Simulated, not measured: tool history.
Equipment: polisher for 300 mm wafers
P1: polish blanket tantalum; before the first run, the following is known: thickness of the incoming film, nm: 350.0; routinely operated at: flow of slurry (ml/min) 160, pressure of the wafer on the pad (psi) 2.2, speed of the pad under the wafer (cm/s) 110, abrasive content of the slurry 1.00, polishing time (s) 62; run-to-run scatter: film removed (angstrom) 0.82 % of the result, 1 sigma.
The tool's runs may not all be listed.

run   hour  flow of slurry (ml/min)  pressure of the wafer on the pad (psi)  speed of the pad under the wafer (cm/s)  abrasive content of the slurry  polishing time (s)  wafers polished on this pad  hours since the slurry nozzle was cleaned  hours since the head pressure was calibrated  hours since the slurry blender was calibrated  film removed (angstrom)
  1    6.9                      160                                     2.2                                      110                            1.00                  62                          478                                      169.6                                         931.8                                           42.6                  1142.90
  2   15.6                      160                                     3.2                                      110                            1.00                  62                          546                                      178.3                                         940.5                                           51.3                  1658.80
  3   22.9                      160                                     2.2                                      110                            0.55                  62                          602                                      185.6                                         947.8                                           58.6                   923.98
  4   29.4                      210                                     2.2                                      110                            1.00                  85                          652                                      192.1                                         954.3                                           65.1                  1615.20
  5   37.9                      250                                     2.2                                      110                            1.00                  62                          717                                      200.6                                         962.8                                           73.6                  1231.60
  6   42.7                      105                                     2.2                                      110                            1.00                  62                          754                                      205.4                                         967.6                                           78.4                  1052.10
  7   47.5                      160                                     2.2                                      110                            1.25                  62                          791                                      210.2                                         972.4                                           83.2                  1216.10
  8   53.8                      160                                     2.2                                      164                            1.00                  62                          840                                      216.5                                         978.7                                           89.5                  1705.00
  9   63.6                      160                                     2.2                                      110                            1.00                  62                          915                                      226.3                                         988.5                                           99.3                  1167.00
 10   70.5                      160                                     2.2                                      110                            1.00                  62                          969                                      233.2                                         995.4                                          106.2                  1147.00
 11   79.1                      160                                     1.0                                      110                            1.00                  62                         1035                                      241.8                                        1004.0                                          114.8                   522.78
 12   84.6                      160                                     2.2                                      110                            1.00                  62                         1077                                      247.3                                        1009.5                                          120.3                  1151.30
 13   92.1                      160                                     2.2                                      110                            1.00                  37                         1135                                      254.8                                        1017.0                                          127.8                   684.16
 14  101.4                      160                                     2.2                                      110                            1.45                  42                         1207                                      264.1                                        1026.3                                          137.1                   856.74
 15  107.6                      160                                     2.2                                       56                            1.00                  62                         1254                                      270.3                                        1032.5                                          143.3                   580.66
 16  116.8                      160                                     2.2                                      110                            1.00                  62                         1325                                      279.5                                        1041.7                                          152.5                  1136.00
 17  125.8                      160                                     2.2                                      110                            1.00                  96                         1395                                      288.5                                        1050.7                                          161.5                  1745.60
 18  132.3                      160                                     2.2                                      110                            1.00                  62                         1445                                      295.0                                        1057.2                                          168.0                  1143.30
 19  141.0                      160                                     2.2                                      110                            1.00                  62                         1512                                      303.7                                        1065.9                                          176.7                  1119.10
 20  150.2                      160                                     2.2                                      110                            1.00                  62                         1583                                      312.9                                        1075.1                                          185.9                  1060.60
 21  156.6                      160                                     2.2                                      110                            1.00                  62                         1632                                      319.3                                        1081.5                                          192.3                  1039.60
 22  162.2                      160                                     2.2                                      110                            1.00                  62                         1675                                      324.9                                        1087.1                                          197.9                  1056.10
 23  169.0                      160                                     2.2                                      110                            1.00                  62                         1727                                      331.7                                        1093.9                                          204.7                  1042.80
     173.1  -- head pressure recalibrated
 24  173.9                      160                                     2.2                                      110                            1.00                  62                         1765                                      336.6                                           0.9                                          209.6                  1039.90
     179.8  -- slurry nozzle cleaned
 25  181.1                      160                                     2.2                                      110                            1.00                  62                         1821                                        1.3                                           8.1                                          216.8                  1030.40
 26  187.0                      160                                     2.2                                      110                            1.00                  62                         1866                                        7.2                                          14.0                                          222.7                  1007.30
 27  196.1                      160                                     2.2                                      110                            1.00                  62                         1936                                       16.3                                          23.1                                          231.8                  1008.80
 28  201.5                      160                                     2.2                                      110                            1.00                  62                         1978                                       21.7                                          28.5                                          237.2                  1025.40

What P1 gives has crept off from where it sat before. The 2 causes that follow fit the log equally well, each at the size noted:
A: abrasive missing from the slurry, % = 30.5
B: removal rate lost through wear of the pad, % = 11.1
The creep began at about hour 132.3.
Other possible causes, and why each is ruled out:
slurry flow missing at the pad, %: work on it at hour 179.8, done after the drift set in, did not restore what the process gave before
head's pressure below its setpoint, %: work on it at hour 173.1, done after the drift set in, did not restore what the process gave before

Of the 4 check runs below, each run on 2 wafers with the results averaged and each result still a question mark, which one would tell the listed causes apart?
check 1  206.9                      115                                     2.2                                      110                            1.00                  83                                                                                                                                                                                             ?
check 2  206.9                      160                                     2.2                                      110                            0.55                  62                                                                                                                                                                                             ?
check 3  206.9                      245                                     2.2                                      110                            1.00                  62                                                                                                                                                                                             ?
check 4  206.9                      160                                     1.0                                      110                            1.00                  62                                                                                                                                                                                             ?

Expected result of each check under each candidate cause:
  check                   result     if A     if B
check 1  film removed (angstrom)  1276.20  1276.80
check 2  film removed (angstrom)   781.61   823.25
check 3  film removed (angstrom)  1075.10  1075.60
check 4  film removed (angstrom)   461.46   461.68
Minimum pairwise separation of causes per check, each pair taken at its best-separating result: check 1 0.05 %; check 2 5.19 %; check 3 0.05 %; check 4 0.05 %
The other checks would show nearly matching results whichever cause is true, so check 2 is the only one that separates the causes.

Check 2 was carried out, with these results: film removed (angstrom) 782.04. Which of the listed causes is responsible?

The correct cause is A, namely: abrasive missing from the slurry, %.
